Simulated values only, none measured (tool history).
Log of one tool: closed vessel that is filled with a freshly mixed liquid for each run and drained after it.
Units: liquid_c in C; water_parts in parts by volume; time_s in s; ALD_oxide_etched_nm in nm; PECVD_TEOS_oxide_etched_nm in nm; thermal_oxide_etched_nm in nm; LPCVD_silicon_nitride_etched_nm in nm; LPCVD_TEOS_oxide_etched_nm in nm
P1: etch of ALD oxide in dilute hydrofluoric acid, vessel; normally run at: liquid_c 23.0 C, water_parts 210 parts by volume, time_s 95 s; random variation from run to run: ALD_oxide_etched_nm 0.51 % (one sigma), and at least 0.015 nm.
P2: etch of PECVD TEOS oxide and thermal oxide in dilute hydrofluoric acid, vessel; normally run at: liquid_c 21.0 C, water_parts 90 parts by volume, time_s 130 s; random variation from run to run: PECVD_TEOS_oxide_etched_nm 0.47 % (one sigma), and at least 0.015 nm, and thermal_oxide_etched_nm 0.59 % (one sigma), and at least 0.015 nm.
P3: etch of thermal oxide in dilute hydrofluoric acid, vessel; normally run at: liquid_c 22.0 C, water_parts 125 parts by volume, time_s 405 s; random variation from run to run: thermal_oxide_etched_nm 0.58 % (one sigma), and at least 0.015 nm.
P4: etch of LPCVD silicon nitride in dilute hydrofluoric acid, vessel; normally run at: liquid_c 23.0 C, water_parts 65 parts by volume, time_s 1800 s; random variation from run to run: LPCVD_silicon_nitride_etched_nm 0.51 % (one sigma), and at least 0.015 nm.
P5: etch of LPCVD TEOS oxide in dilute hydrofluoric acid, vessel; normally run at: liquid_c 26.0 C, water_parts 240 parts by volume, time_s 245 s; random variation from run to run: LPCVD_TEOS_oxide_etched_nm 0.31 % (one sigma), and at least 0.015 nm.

run,hour,process,liquid_c,water_parts,time_s,hours since the thermometer was replaced,hours since the hydrofluoric acid flow meter was replaced,ALD_oxide_etched_nm,PECVD_TEOS_oxide_etched_nm,thermal_oxide_etched_nm,LPCVD_silicon_nitride_etched_nm,LPCVD_TEOS_oxide_etched_nm
1,6.0,P1,23.0,210,95,543.9,1366.5,5.0570,,,,
2,14.1,P1,23.0,210,95,552.0,1374.6,5.1759,,,,
3,24.2,P1,23.0,125,95,562.1,1384.7,9.4820,,,,
4,37.6,P2,21.0,145,130,575.5,1398.1,,9.7894,3.4747,,
5,49.7,P2,21.0,90,130,587.6,1410.2,,16.9960,5.8801,,
6,58.0,P3,22.0,200,405,595.9,1418.5,,,7.8875,,
7,69.4,P3,22.0,125,405,607.3,1429.9,,,13.4230,,
8,78.3,P4,23.0,65,1800,616.2,1438.8,,,,11.2720,
9,88.5,P4,23.0,110,1800,626.4,1449.0,,,,6.6775,
10,101.8,P4,23.0,65,1800,639.7,1462.3,,,,11.1500,
11,112.8,P1,23.0,210,95,650.7,1473.3,5.1405,,,,
12,122.1,P1,23.0,210,155,660.0,1482.6,8.4080,,,,
13,129.9,P1,23.0,310,95,667.8,1490.4,3.1462,,,,
14,136.3,P5,26.0,385,245,674.2,1496.8,,,,,28.231
15,148.1,P5,26.0,240,245,686.0,1508.6,,,,,52.572
16,155.3,P1,23.0,210,30,693.2,1515.8,1.6214,,,,
17,165.8,P2,21.0,90,30,703.7,1526.3,,3.8950,1.3436,,
18,173.4,P3,26.5,125,405,711.3,1533.9,,,15.9600,,
19,181.0,P2,28.0,90,130,718.9,1541.5,,22.1610,7.8156,,
20,190.7,P1,30.5,210,95,728.6,1551.2,6.6815,,,,
21,201.2,P2,21.0,90,130,739.1,1561.7,,17.0440,5.8867,,
22,212.6,P5,26.0,240,55,750.5,1573.1,,,,,11.783
23,224.5,P3,22.0,125,225,762.4,1585.0,,,7.5577,,
24,230.5,P1,23.0,210,95,768.4,1591.0,5.1615,,,,
# hour 238.8: thermometer replaced
25,239.2,P5,34.0,240,245,0.4,1599.7,,,,,68.371
26,251.7,P4,17.0,65,1800,12.9,1612.2,,,,7.4331,
27,263.2,P1,17.5,45,95,24.4,1623.7,22.8800,,,,
28,270.9,P4,23.0,65,3405,32.1,1631.4,,,,21.1520,
29,277.6,P1,18.0,210,95,38.8,1638.1,4.2610,,,,
30,287.6,P1,23.0,210,95,48.8,1648.1,5.1378,,,,
31,301.1,P1,23.0,210,95,62.3,1661.6,5.3436,,,,
32,314.2,P1,23.0,210,95,75.4,1674.7,5.4199,,,,
33,326.9,P1,23.0,210,95,88.1,1687.4,5.4497,,,,
34,334.9,P1,23.0,210,95,96.1,1695.4,5.4415,,,,
35,346.5,P1,23.0,210,95,107.7,1707.0,5.4883,,,,
36,353.4,P1,23.0,210,95,114.6,1713.9,5.4849,,,,
37,366.0,P1,23.0,210,95,127.2,1726.5,5.5002,,,,
38,376.1,P1,23.0,210,95,137.3,1736.6,5.5113,,,,
39,387.4,P1,23.0,210,95,148.6,1747.9,5.5331,,,,

What P1 gives has crept away from where it was. These 2 causes fit the log equally well, each at the size given:
A: liquid hotter than its thermometer reads (K) = 2.07
B: hydrofluoric acid flow above the setpoint (%) = 6.44
The creep began at about hour 287.6.

4 check runs are offered, one wafer each, their results left as question marks. Which one tells the causes apart?
check 1,398.7,P5,26.0,240,90,,,,,,,?
check 2,398.7,P3,26.0,125,405,,,,,?,,
check 3,398.7,P2,27.5,90,130,,,,?,?,,
check 4,398.7,P4,17.0,105,1800,,,,,,?,

What each check would give under each cause:
check,result,if A,if B
check 1,LPCVD_TEOS_oxide_etched_nm,20.676,20.805
check 2,thermal_oxide_etched_nm,17.1480,17.0380
check 3,PECVD_TEOS_oxide_etched_nm,23.6190,23.3970
check 3,thermal_oxide_etched_nm,8.2754,8.1975
check 4,LPCVD_silicon_nitride_etched_nm,5.3732,4.9476
How far apart the two closest causes lie, in the result that separates them most: check 1 0.62 %; check 2 0.64 %; check 3 0.95 %; check 4 8.25 %
Check 4 tells the causes apart: in the others they would give nearly the same result.

Then check 4 was run and gave: LPCVD_silicon_nitride_etched_nm 4.9464 nm. Which cause is it?

It is B: hydrofluoric acid flow above the setpoint (%).

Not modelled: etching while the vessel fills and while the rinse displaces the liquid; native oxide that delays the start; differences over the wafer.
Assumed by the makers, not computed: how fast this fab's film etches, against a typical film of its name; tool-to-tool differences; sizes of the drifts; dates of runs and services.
